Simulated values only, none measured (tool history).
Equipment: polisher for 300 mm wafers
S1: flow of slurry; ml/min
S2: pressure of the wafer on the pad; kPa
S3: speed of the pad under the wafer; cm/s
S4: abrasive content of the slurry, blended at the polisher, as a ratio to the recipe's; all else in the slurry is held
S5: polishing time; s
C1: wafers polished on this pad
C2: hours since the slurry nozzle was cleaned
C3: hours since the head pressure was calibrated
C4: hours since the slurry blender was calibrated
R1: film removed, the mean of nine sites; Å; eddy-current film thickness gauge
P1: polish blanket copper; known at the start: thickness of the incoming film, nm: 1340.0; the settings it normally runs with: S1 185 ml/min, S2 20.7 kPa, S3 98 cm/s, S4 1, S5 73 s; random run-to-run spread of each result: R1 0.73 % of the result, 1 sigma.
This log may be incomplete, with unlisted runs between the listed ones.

| run | hour | S1 | S2 | S3 | S4 | S5 | C1 | C2 | C3 | C4 | R1 |
|---|---|---|---|---|---|---|---|---|---|---|---|
| 1 | 12.8 | 185 | 20.7 | 98 | 1 | 73 | 990 | 293.2 | 391.2 | 325.3 | 2199.3 |
| 2 | 24 | 185 | 20.7 | 98 | 1 | 73 | 1138 | 304.4 | 402.4 | 336.5 | 2219.2 |
| 3 | 39.7 | 185 | 20.7 | 98 | 1.2 | 73 | 1344 | 320.1 | 418.1 | 352.2 | 2300.4 |
| 4 | 51.2 | 240 | 20.7 | 98 | 1 | 73 | 1496 | 331.6 | 429.6 | 363.7 | 2312.3 |
| 5 | 62.9 | 185 | 20.7 | 98 | 1 | 73 | 1650 | 343.3 | 441.3 | 375.4 | 2228.1 |
| 6 | 75.5 | 185 | 20.7 | 98 | 0.65 | 73 | 1815 | 355.9 | 453.9 | 388 | 2040.2 |
| 7 | 94.1 | 185 | 20.7 | 64 | 1 | 73 | 2060 | 374.5 | 472.5 | 406.6 | 1450.8 |
| 8 | 103.1 | 185 | 20.7 | 98 | 1 | 73 | 2179 | 383.5 | 481.5 | 415.6 | 2232.1 |
| 9 | 120.8 | 185 | 20.7 | 98 | 0.8 | 98 | 2412 | 401.2 | 499.2 | 433.3 | 2843.3 |
|  | 132.1 | slurry blender recalibrated |
| 10 | 135.1 | 185 | 9.7 | 98 | 1 | 73 | 2600 | 415.5 | 513.5 | 3 | 1045.4 |
| 11 | 152 | 185 | 20.7 | 152 | 1 | 73 | 2823 | 432.4 | 530.4 | 19.9 | 3472.6 |
| 12 | 161 | 110 | 20.7 | 98 | 1 | 73 | 2941 | 441.4 | 539.4 | 28.9 | 2001.1 |
| 13 | 177.7 | 185 | 28.3 | 98 | 1 | 73 | 3161 | 458.1 | 556.1 | 45.6 | 3042.7 |
| 14 | 188.6 | 185 | 20.7 | 98 | 1 | 33 | 3304 | 469 | 567 | 56.5 | 1008 |
| 15 | 199.9 | 185 | 20.7 | 98 | 1 | 94 | 3453 | 480.3 | 578.3 | 67.8 | 2869 |
| 16 | 210.1 | 185 | 20.7 | 98 | 1 | 73 | 3587 | 490.5 | 588.5 | 78 | 2197.7 |
| 17 | 218.6 | 185 | 20.7 | 98 | 1 | 73 | 3699 | 499 | 597 | 86.5 | 2191.2 |
| 18 | 230.6 | 185 | 20.7 | 98 | 1 | 73 | 3857 | 511 | 609 | 98.5 | 2151.7 |
| 19 | 240.1 | 185 | 20.7 | 98 | 1 | 73 | 3982 | 520.5 | 618.5 | 108 | 2158.8 |
| 20 | 252 | 185 | 20.7 | 98 | 1 | 73 | 4139 | 532.4 | 630.4 | 119.9 | 2134 |
| 21 | 268.4 | 185 | 20.7 | 98 | 1 | 73 | 4355 | 548.8 | 646.8 | 136.3 | 2121.9 |
| 22 | 285.9 | 185 | 20.7 | 98 | 1 | 73 | 4585 | 566.3 | 664.3 | 153.8 | 2133.5 |
|  | 294.6 | head pressure recalibrated |
|  | 302.7 | worn pad replaced by a new one |
| 23 | 304.6 | 185 | 20.7 | 98 | 1 | 73 | 25 | 585 | 10 | 172.5 | 2094.5 |
| 24 | 313.9 | 185 | 20.7 | 98 | 1 | 73 | 147 | 594.3 | 19.3 | 181.8 | 2100.8 |
| 25 | 331.2 | 185 | 20.7 | 98 | 1 | 73 | 375 | 611.6 | 36.6 | 199.1 | 2102.9 |
| 26 | 340.3 | 185 | 20.7 | 98 | 1 | 73 | 495 | 620.7 | 45.7 | 208.2 | 2092.5 |
| 27 | 358.3 | 185 | 20.7 | 98 | 1 | 73 | 732 | 638.7 | 63.7 | 226.2 | 2109.2 |

What P1 gives has crept away from where it was. These 2 causes fit the log equally well, each at the size given:
A: abrasive missing from the slurry, % = 23.8
B: slurry flow missing at the pad, % = 28.9
The process output started creeping at around hour 210.1.
Excluded causes, each with its reason:
removal rate lost through wear of the pad, %: serviced after onset, at hour 302.7, with no recovery of the prior output
head's pressure below its setpoint, %: serviced after onset, at hour 294.6, with no recovery of the prior output

The list below offers 4 check runs, each averaging the results of 3 wafers, and shows each result as a question mark. For which of them would the listed causes give clearly different results?
| check 1 | 376.3 | 185 | 20.7 | 152 | 0.7 | 73 |  |  |  |  | ? |
| check 2 | 376.3 | 115 | 28.3 | 98 | 1 | 73 |  |  |  |  | ? |
| check 3 | 376.3 | 185 | 15.9 | 98 | 1 | 47 |  |  |  |  | ? |
| check 4 | 376.3 | 185 | 11 | 120 | 1 | 73 |  |  |  |  | ? |

Check results expected under each cause:
| check | result | if A | if B |
|---|---|---|---|
| check 1 | R1 | 3026.4 | 3018.8 |
| check 2 | R1 | 2632.3 | 2553 |
| check 3 | R1 | 1035.3 | 1035.3 |
| check 4 | R1 | 1369.8 | 1369.8 |
Per-check spread between the two closest causes, in the result where they differ most: check 1 0.25 %; check 2 3.06 %; check 3 0 %; check 4 0 %
Check 2 is the one run that separates the causes; every other check would come out nearly the same whichever cause is at work.

The results of check 2 are: R1 2566.2 Å. Based on these, which of the listed causes is it?

It was cause B: slurry flow missing at the pad, %.

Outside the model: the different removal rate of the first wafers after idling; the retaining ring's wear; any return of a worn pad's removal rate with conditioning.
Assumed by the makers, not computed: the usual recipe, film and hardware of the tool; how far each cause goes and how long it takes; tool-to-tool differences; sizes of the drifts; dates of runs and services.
